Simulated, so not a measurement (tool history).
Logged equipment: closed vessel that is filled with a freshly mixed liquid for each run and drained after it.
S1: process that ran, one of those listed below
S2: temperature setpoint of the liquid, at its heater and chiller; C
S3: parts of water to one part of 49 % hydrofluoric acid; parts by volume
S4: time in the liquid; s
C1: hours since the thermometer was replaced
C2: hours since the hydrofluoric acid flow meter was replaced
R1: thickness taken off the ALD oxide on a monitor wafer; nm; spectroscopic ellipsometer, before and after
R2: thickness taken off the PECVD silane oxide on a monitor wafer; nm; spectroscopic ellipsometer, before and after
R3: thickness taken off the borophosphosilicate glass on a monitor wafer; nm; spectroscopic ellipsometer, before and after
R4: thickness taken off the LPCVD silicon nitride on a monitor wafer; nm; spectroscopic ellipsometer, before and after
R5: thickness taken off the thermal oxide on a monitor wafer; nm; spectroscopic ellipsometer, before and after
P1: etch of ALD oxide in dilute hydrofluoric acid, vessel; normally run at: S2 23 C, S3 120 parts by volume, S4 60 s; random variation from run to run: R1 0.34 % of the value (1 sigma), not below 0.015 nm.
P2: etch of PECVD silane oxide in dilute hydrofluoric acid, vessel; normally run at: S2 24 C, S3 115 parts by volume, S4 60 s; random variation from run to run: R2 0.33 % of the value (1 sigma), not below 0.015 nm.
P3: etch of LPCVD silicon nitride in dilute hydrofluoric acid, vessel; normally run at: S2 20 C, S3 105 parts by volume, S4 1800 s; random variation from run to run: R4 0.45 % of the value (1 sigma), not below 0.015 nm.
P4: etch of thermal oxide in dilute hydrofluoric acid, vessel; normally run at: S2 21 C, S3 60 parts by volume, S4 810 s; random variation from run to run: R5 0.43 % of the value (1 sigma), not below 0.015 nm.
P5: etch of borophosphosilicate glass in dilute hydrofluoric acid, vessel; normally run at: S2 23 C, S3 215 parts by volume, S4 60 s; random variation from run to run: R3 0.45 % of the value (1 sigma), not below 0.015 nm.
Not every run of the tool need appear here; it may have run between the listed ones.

run  hour  S1    S2   S3    S4     C1      C2      R1      R2      R3       R4      R5
  1     3  P1    23  120    60  161.9   968.5  14.279
  2   6.2  P1    23  120    60  165.1   971.7   14.23
  3   9.7  P2    24  115    60  168.6   975.2           10.13
  4  13.3  P1    23  120    60  172.2   978.8    14.2
  5  16.6  P1    23  120    60  175.5   982.1  14.187
  6  19.5  P5    23  215    60  178.4     985                  13.614
  7  21.8  P3  24.5  105  1800  180.7   987.3                           8.9564
  8  24.8  P1    17  120    60  183.7   990.3  11.214
  9  28.6  P1    23  200    60  187.5   994.1  7.8108
 10  32.2  P4    21   60   810  191.1   997.7                                   60.331
 11  35.2  P1    23   30    60  194.1  1000.7  63.704
 12  37.4  P5    23  215    60  196.3  1002.9                  13.709
 13  41.4  P3    20  105   235  200.3  1006.9                          0.84374
 14  45.6  P3    20   60  1800  204.5  1011.1                           11.458
 15    50  P2    24  175    60  208.9  1015.5          6.2086
 16  52.8  P5    27  215    60  211.7  1018.3                  15.757
 17  57.2  P1    23  180    30  216.1  1022.7  4.4635
 18  61.6  P2    20  115    60  220.5  1027.1          8.5954
 19  64.9  P1    23  120   110  223.8  1030.4  26.073
 20  67.1  P1    23  120    60    226  1032.6  14.214

Run 21, settings as shown, results not yet in. Your forecast:
 21  69.9  P1  17  120  115  228.8  1035.4   ?

R1: 21.311 nm
